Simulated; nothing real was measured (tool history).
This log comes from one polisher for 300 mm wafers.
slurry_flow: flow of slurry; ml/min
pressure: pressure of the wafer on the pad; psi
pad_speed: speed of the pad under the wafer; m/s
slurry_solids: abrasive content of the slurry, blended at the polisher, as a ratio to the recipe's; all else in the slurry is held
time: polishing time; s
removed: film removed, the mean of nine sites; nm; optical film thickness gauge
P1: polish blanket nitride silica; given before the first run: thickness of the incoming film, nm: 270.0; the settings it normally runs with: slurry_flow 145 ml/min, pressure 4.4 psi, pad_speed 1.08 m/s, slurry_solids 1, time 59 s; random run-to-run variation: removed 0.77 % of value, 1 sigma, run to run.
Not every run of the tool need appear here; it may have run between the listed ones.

run	hour	slurry_flow	pressure	pad_speed	slurry_solids	time	wafers polished on this pad	hours since the slurry nozzle was cleaned	hours since the head pressure was calibrated	hours since the slurry blender was calibrated	hours since the conditioning disc was replaced	removed
1	12	145	4.4	1.08	1	59	339	332	404.4	131.8	353.9	42.073
2	20.4	145	4.4	0.5	1	59	389	340.4	412.8	140.2	362.3	23.187
3	27.6	145	4.4	1.08	1	59	431	347.6	420	147.4	369.5	42.663
4	40.7	145	4.4	1.08	1	59	508	360.7	433.1	160.5	382.6	42.35
5	51.8	145	4.4	0.48	1	78	573	371.8	444.2	171.6	393.7	29.353
6	66.1	145	6.3	1.08	1	59	657	386.1	458.5	185.9	408	60.503
7	78.8	145	4.4	1.08	1	27	732	398.8	471.2	198.6	420.7	19.339
8	93.1	145	4.4	1.08	1	59	816	413.1	485.5	212.9	435	42.142
# hour 93.3: slurry blender recalibrated
9	100.3	145	4.4	1.42	1	59	858	420.3	492.7	7.1	442.2	52.353
10	112.3	145	4.4	1.08	1.3	59	929	432.3	504.7	19.1	454.2	47.028
11	118.9	85	4.4	1.08	1	59	968	438.9	511.3	25.7	460.8	37.81
12	125.2	225	4.4	1.08	1	59	1005	445.2	517.6	32	467.1	45.138
13	136.3	145	4.4	1.08	1	59	1070	456.3	528.7	43.1	478.2	42.365
# hour 145.7: conditioning disc replaced and pad reconditioned
14	146.7	145	2.8	1.08	1	90	1131	466.7	539.1	53.5	1	41.128
15	160.8	145	4.4	1.08	1	89	1214	480.8	553.2	67.6	15.1	62.906
16	167.8	145	4.4	1.08	0.7	59	1255	487.8	560.2	74.6	22.1	35.372
17	174.6	145	4.4	1.08	1	59	1295	494.6	567	81.4	28.9	42.14
18	185.5	145	2.1	1.08	1	59	1359	505.5	577.9	92.3	39.8	20.289
19	199.3	145	4.4	1.08	1	59	1440	519.3	591.7	106.1	53.6	42.301
20	211.1	145	4.4	1.08	1	59	1510	531.1	603.5	117.9	65.4	42.083
21	222.1	145	4.4	1.08	1	59	1574	542.1	614.5	128.9	76.4	39.771
22	229.1	145	4.4	1.08	1	59	1616	549.1	621.5	135.9	83.4	40.081
23	237.5	145	4.4	1.08	1	59	1665	557.5	629.9	144.3	91.8	39.687
# hour 241.5: slurry blender recalibrated
24	245	145	4.4	1.08	1	59	1709	565	637.4	3.6	99.3	39.193
# hour 246.7: worn pad replaced by a new one
# hour 249.1: conditioning disc replaced and pad reconditioned
25	255.4	145	4.4	1.08	1	59	51	575.4	647.8	14	6.3	39.398
26	264.7	145	4.4	1.08	1	59	106	584.7	657.1	23.3	15.6	38.781
27	278.4	145	4.4	1.08	1	59	186	598.4	670.8	37	29.3	38.603
28	292	145	4.4	1.08	1	59	266	612	684.4	50.6	42.9	38.148

What P1 gives has crept off from where it sat before. The 2 causes that follow fit the log equally well, each at the size noted:
A: slurry flow missing at the pad, % = 33.4
B: head's pressure below its setpoint, % = 8.39
The onset of the drift is placed at about hour 199.3.
Other possible causes, and why each is ruled out:
removal rate lost through wear of the pad, %: serviced at hour 246.7, after the drift had started, without restoring the earlier output
abrasive missing from the slurry, %: serviced at hour 241.5, after the drift had started, without restoring the earlier output
time polished since the conditioner stopped cutting, s: serviced at hour 249.1, after the drift had started, without restoring the earlier output

Below are 4 check runs, each averaged over 2 wafers, with their results shown as question marks. Which of them would give clearly different results depending on which cause is behind the drift?
check 1	305.6	145	4.4	1.08	1	84						?
check 2	305.6	145	4.4	1.08	1	28						?
check 3	305.6	145	4.4	1.38	1	59						?
check 4	305.6	85	4.4	0.68	1	59						?

Outcome of each check run for each possible cause:
check	result	if A	if B
check 1	removed	55.281	55.274
check 2	removed	18.427	18.425
check 3	removed	47.24	47.234
check 4	removed	22.541	23.73
Smallest distance between any two causes, each pair judged by its most separating result, in per cent: check 1 0.01 %; check 2 0.01 %; check 3 0.01 %; check 4 5.14 %
Check 4 tells the causes apart: in the others they would give nearly the same result.

Check 4 was carried out, with these results: removed 22.477 nm. Which of the listed causes is responsible?

The correct cause is A, namely: slurry flow missing at the pad, %.
